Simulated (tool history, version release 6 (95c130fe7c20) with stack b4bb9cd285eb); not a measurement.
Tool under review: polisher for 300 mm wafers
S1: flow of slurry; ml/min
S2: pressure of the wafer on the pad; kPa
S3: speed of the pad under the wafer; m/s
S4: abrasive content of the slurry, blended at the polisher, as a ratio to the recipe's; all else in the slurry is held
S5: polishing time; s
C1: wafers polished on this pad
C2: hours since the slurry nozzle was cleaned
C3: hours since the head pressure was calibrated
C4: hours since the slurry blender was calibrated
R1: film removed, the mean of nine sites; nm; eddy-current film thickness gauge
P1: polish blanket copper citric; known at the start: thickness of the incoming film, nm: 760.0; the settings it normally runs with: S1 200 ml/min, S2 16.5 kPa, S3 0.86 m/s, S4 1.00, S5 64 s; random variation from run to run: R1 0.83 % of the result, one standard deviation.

run	hour	S1	S2	S3	S4	S5	C1	C2	C3	C4	R1
1	5.9	200	16.5	0.86	1.00	64	989	179.9	331.6	60.3	91.404
2	18.2	200	25.5	0.86	1.00	64	1144	192.2	343.9	72.6	142.130
3	27.3	200	16.5	0.86	1.00	93	1258	201.3	353.0	81.7	134.080
4	33.2	200	16.5	0.86	1.00	31	1332	207.2	358.9	87.6	45.485
5	41.9	200	8.3	1.24	1.00	64	1441	215.9	367.6	96.3	67.499
6	49.8	200	16.5	0.86	0.75	64	1541	223.8	375.5	104.2	87.329
7	58.3	200	16.5	0.86	1.00	64	1647	232.3	384.0	112.7	90.915
8	69.7	200	16.5	1.32	1.00	64	1790	243.7	395.4	124.1	142.590
9	81.7	200	16.5	0.86	1.00	64	1941	255.7	407.4	136.1	93.132
10	89.1	200	12.4	0.86	1.00	92	2034	263.1	414.8	143.5	101.640
11	98.3	200	16.5	0.86	1.00	64	2149	272.3	424.0	152.7	92.173
12	105.7	200	16.5	0.86	1.00	64	2242	279.7	431.4	160.1	92.449
13	111.5	200	16.5	0.86	1.00	64	2315	285.5	437.2	165.9	93.050
14	123.9	285	16.5	0.86	1.00	64	2471	297.9	449.6	178.3	97.705
15	135.9	200	16.5	0.86	1.00	64	2621	309.9	461.6	190.3	92.990
# hour 142.0: worn pad replaced by a new one
16	147.0	200	16.5	0.56	1.00	64	63	321.0	472.7	201.4	61.071
17	154.1	135	16.5	0.86	1.00	64	152	328.1	479.8	208.5	87.818
18	161.2	200	16.5	0.86	1.45	64	241	335.2	486.9	215.6	98.877
19	173.9	200	7.6	0.86	1.00	64	400	347.9	499.6	228.3	44.404
20	182.6	200	16.5	0.86	1.00	64	510	356.6	508.3	237.0	93.070
21	193.6	200	16.5	0.86	1.00	64	648	367.6	519.3	248.0	90.340
22	206.1	200	16.5	0.86	1.00	64	805	380.1	531.8	260.5	88.962
23	214.2	200	16.5	0.86	1.00	64	906	388.2	539.9	268.6	87.615
24	224.6	200	16.5	0.86	1.00	64	1037	398.6	550.3	279.0	88.666
25	233.2	200	16.5	0.86	1.00	64	1145	407.2	558.9	287.6	87.285
26	241.8	200	16.5	0.86	1.00	64	1253	415.8	567.5	296.2	88.023
# hour 241.9: slurry blender recalibrated
27	254.4	200	16.5	0.86	1.00	64	1411	428.4	580.1	12.6	86.242
# hour 258.0: worn pad replaced by a new one
28	264.2	200	16.5	0.86	1.00	64	78	438.2	589.9	22.4	85.982
29	273.4	200	16.5	0.86	1.00	64	193	447.4	599.1	31.6	86.265
30	280.3	200	16.5	0.86	1.00	64	280	454.3	606.0	38.5	85.411
31	285.8	200	16.5	0.86	1.00	64	349	459.8	611.5	44.0	84.806

Compared with where it was, what P1 gives has crept away. Each cause listed below fits the log as well as the rest, at the size given for it:
A: head's pressure below its setpoint, % = 7.41
B: slurry flow missing at the pad, % = 36.3
The gradual shift began around hour 182.6.
Excluded causes, each with its reason:
removal rate lost through wear of the pad, %: serviced after onset, at hour 258.0, with no recovery of the prior output
abrasive missing from the slurry, %: serviced after onset, at hour 241.9, with no recovery of the prior output

Each of the check runs listed below is run on 5 wafers and reports their average, with the results left as question marks. Pick the one under which the possible causes would lead to clearly different results.
check 1	291.3	200	20.0	0.86	1.00	64					?
check 2	291.3	200	24.1	0.86	1.00	64					?
check 3	291.3	200	7.6	1.32	1.00	64					?
check 4	291.3	135	16.5	0.86	1.00	36					?

How each check would come out, cause by cause:
check	result	if A	if B
check 1	R1	103.310	103.340
check 2	R1	124.020	124.110
check 3	R1	61.486	61.410
check 4	R1	45.449	44.021
Smallest distance between any two causes, each pair judged by its most separating result, in per cent: check 1 0.03 %; check 2 0.07 %; check 3 0.12 %; check 4 3.19 %
Check 4 is the one run that separates the causes; every other check would come out nearly the same whichever cause is at work.

Here is what check 4 returned: R1 44.049 nm. Which cause is it?

B is the cause: slurry flow missing at the pad, %.
